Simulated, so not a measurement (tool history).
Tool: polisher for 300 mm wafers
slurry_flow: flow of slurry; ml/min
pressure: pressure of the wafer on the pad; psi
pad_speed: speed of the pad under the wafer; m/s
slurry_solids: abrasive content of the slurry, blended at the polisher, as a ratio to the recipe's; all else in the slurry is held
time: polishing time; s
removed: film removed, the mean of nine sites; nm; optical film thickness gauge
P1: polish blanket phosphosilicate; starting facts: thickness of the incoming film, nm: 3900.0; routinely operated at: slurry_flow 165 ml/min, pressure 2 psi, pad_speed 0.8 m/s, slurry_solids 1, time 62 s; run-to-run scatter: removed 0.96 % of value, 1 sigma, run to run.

| run | hour | slurry_flow | pressure | pad_speed | slurry_solids | time | removed |
|---|---|---|---|---|---|---|---|
| 1 | 3.5 | 165 | 2 | 0.8 | 1 | 62 | 300.64 |
| 2 | 6 | 165 | 2 | 0.8 | 1.25 | 62 | 331.52 |
| 3 | 10.1 | 165 | 2 | 1.24 | 1 | 62 | 431.77 |
| 4 | 13.3 | 165 | 2 | 0.8 | 1 | 62 | 296.87 |
| 5 | 17.2 | 260 | 2 | 0.8 | 1.2 | 62 | 342.74 |
| 6 | 21.6 | 165 | 2 | 0.8 | 0.5 | 62 | 205.96 |
| 7 | 25.5 | 165 | 2 | 0.8 | 1 | 62 | 303.31 |
| 8 | 30 | 165 | 2 | 0.8 | 1 | 99 | 483.49 |
| 9 | 34 | 110 | 2 | 0.8 | 0.5 | 62 | 193 |
| 10 | 39 | 165 | 2 | 0.8 | 1 | 62 | 301.6 |
| 11 | 42.5 | 165 | 2 | 0.8 | 1 | 28 | 135.02 |
| 12 | 46.2 | 255 | 2 | 0.8 | 1 | 62 | 320.26 |
| 13 | 50.2 | 165 | 2 | 0.8 | 1 | 62 | 305.91 |
| 14 | 53 | 100 | 2 | 0.8 | 1 | 62 | 268.65 |
| 15 | 58.1 | 165 | 2 | 0.52 | 1 | 62 | 215 |
| 16 | 61.8 | 165 | 1.1 | 0.8 | 1 | 62 | 164.74 |
| 17 | 66.6 | 165 | 2 | 0.8 | 1 | 62 | 305.09 |
| 18 | 69.5 | 165 | 1.5 | 0.8 | 1 | 39 | 141.68 |
| 19 | 72.1 | 165 | 2.7 | 0.8 | 1 | 62 | 412.87 |
| 20 | 74.6 | 165 | 2 | 0.8 | 1 | 62 | 303.17 |
| 21 | 79 | 165 | 2 | 0.8 | 1 | 62 | 286.73 |
| 22 | 82.2 | 165 | 2 | 0.8 | 1 | 62 | 279.83 |
| 23 | 85.3 | 165 | 2 | 0.8 | 1 | 62 | 279.75 |
|  | 87 | conditioning disc replaced and pad reconditioned |
| 24 | 89.5 | 165 | 2 | 0.8 | 1 | 62 | 277.04 |
|  | 89.7 | slurry nozzle cleaned |
| 25 | 93 | 165 | 2 | 0.8 | 1 | 62 | 272.58 |
|  | 94.6 | head pressure recalibrated |
| 26 | 97.3 | 165 | 2 | 0.8 | 1 | 62 | 274.17 |
| 27 | 99.6 | 165 | 2 | 0.8 | 1 | 62 | 270.58 |
| 28 | 102.8 | 165 | 2 | 0.8 | 1 | 62 | 269.42 |

P1 has crept away from where it was. The log is fitted equally well by each of these 2 causes, at the sizes shown:
A: removal rate lost through wear of the pad, % = 10.3
B: abrasive missing from the slurry, % = 20.1
Creep in the process output first set in at about hour 74.6.
What rules out each remaining cause:
slurry flow missing at the pad, %: work on it at hour 89.7, done after the drift set in, did not restore what the process gave before
head's pressure below its setpoint, %: work on it at hour 94.6, done after the drift set in, did not restore what the process gave before
time polished since the conditioner stopped cutting, s: work on it at hour 87, done after the drift set in, did not restore what the process gave before

The list below offers 4 check runs, each averaging the results of 5 wafers, and shows each result as a question mark. For which of them would the listed causes give clearly different results?
| check 1 | 106 | 100 | 2 | 0.8 | 1 | 28 | ? |
| check 2 | 106 | 165 | 2 | 1.12 | 0.55 | 62 | ? |
| check 3 | 106 | 245 | 2 | 0.8 | 1 | 96 | ? |
| check 4 | 106 | 165 | 2 | 1.2 | 1 | 90 | ? |

How each check would come out, cause by cause:
| check | result | if A | if B |
|---|---|---|---|
| check 1 | removed | 110.67 | 110.72 |
| check 2 | removed | 258.62 | 250.37 |
| check 3 | removed | 442.31 | 442.5 |
| check 4 | removed | 544.25 | 544.49 |
Smallest distance between any two causes, each pair judged by its most separating result, in per cent: check 1 0.04 %; check 2 3.24 %; check 3 0.04 %; check 4 0.04 %
Only in check 2 would the causes give clearly different results; in the remaining checks their results would be nearly the same.

After running check 2, the following was obtained: removed 248.81 nm. Which cause does this point to?

Of the candidate causes, it is B: abrasive missing from the slurry, %.
